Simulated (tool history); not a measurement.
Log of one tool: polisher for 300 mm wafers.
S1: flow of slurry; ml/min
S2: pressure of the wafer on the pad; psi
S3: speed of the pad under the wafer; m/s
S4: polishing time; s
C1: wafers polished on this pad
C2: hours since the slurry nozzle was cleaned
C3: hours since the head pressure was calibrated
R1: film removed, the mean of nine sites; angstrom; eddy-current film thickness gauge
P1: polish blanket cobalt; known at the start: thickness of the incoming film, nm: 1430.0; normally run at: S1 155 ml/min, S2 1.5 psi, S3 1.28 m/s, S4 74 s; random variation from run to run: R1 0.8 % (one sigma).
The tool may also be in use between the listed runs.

run,day,S1,S2,S3,S4,C1,C2,C3,R1
1,0.267,155,1.5,1.28,74,345,197.1,417.6,4132.6
2,0.646,155,1.5,1.84,74,417,206.2,426.7,6024.9
3,0.888,100,1.0,1.28,74,463,212.0,432.5,2537.8
4,1.275,155,1.5,1.28,74,536,221.3,441.8,4174.7
5,1.654,155,1.5,0.72,74,608,230.4,450.9,2336.5
6,1.996,155,1.5,1.28,33,673,238.6,459.1,1888.3
7,2.371,155,1.5,1.28,101,744,247.6,468.1,5661.6
8,2.812,155,1.5,1.28,74,828,258.2,478.7,4157.7
9,3.138,155,2.3,1.28,74,889,266.0,486.5,6316.7
10,3.425,230,1.5,1.28,74,944,272.9,493.4,4361.9
# day 3.617: head pressure recalibrated
11,3.667,95,1.5,1.28,74,990,278.7,1.2,3725.2
12,4.012,155,1.5,1.28,74,1055,287.0,9.5,4154.0
13,4.467,155,0.8,1.28,74,1141,297.9,20.4,2188.1
14,4.846,155,1.5,1.28,74,1213,307.0,29.5,4207.4
15,5.142,155,1.5,1.28,74,1269,314.1,36.6,4072.0
16,5.379,155,1.5,1.28,74,1314,319.8,42.3,3934.3
17,5.667,155,1.5,1.28,74,1369,326.7,49.2,3938.6
18,6.088,155,1.5,1.28,74,1449,336.8,59.3,3829.6
19,6.312,155,1.5,1.28,74,1491,342.2,64.7,3813.8
# day 6.400: head pressure recalibrated
20,6.762,155,1.5,1.28,74,1577,353.0,8.7,3867.0
21,7.046,155,1.5,1.28,74,1630,359.8,15.5,3810.4
22,7.288,155,1.5,1.28,74,1676,365.6,21.3,3866.0
23,7.592,155,1.5,1.28,74,1734,372.9,28.6,3807.5

What P1 gives has crept away from where it was. These 2 causes fit the log equally well, each at the size given:
A: removal rate lost through wear of the pad, % = 7.49
B: slurry flow missing at the pad, % = 32.2
The creep began at about day 4.846.
Why every other cause is out:
head's pressure below its setpoint, %: serviced at day 6.400, which brought nothing back

4 check runs are offered, each on 2 wafers whose results are averaged, their results left as question marks. Which one tells the causes apart?
check 1,7.896,95,1.5,1.28,74,,,,?
check 2,7.896,155,2.0,1.28,74,,,,?
check 3,7.896,155,1.0,1.80,74,,,,?
check 4,7.896,155,1.5,1.28,101,,,,?

What each check would give under each cause:
check,result,if A,if B
check 1,R1,3463.9,3321.8
check 2,R1,5119.6,5119.3
check 3,R1,3599.7,3599.5
check 4,R1,5240.7,5240.4
How far apart the two closest causes lie, in the result that separates them most: check 1 4.19 %; check 2 0.01 %; check 3 0.01 %; check 4 0.01 %
Only check 1 tells the causes apart: in the others they would give nearly the same result.

Check 1 was then run and gave: R1 3457.8 angstrom. Which cause is it?

It is A: removal rate lost through wear of the pad, %.
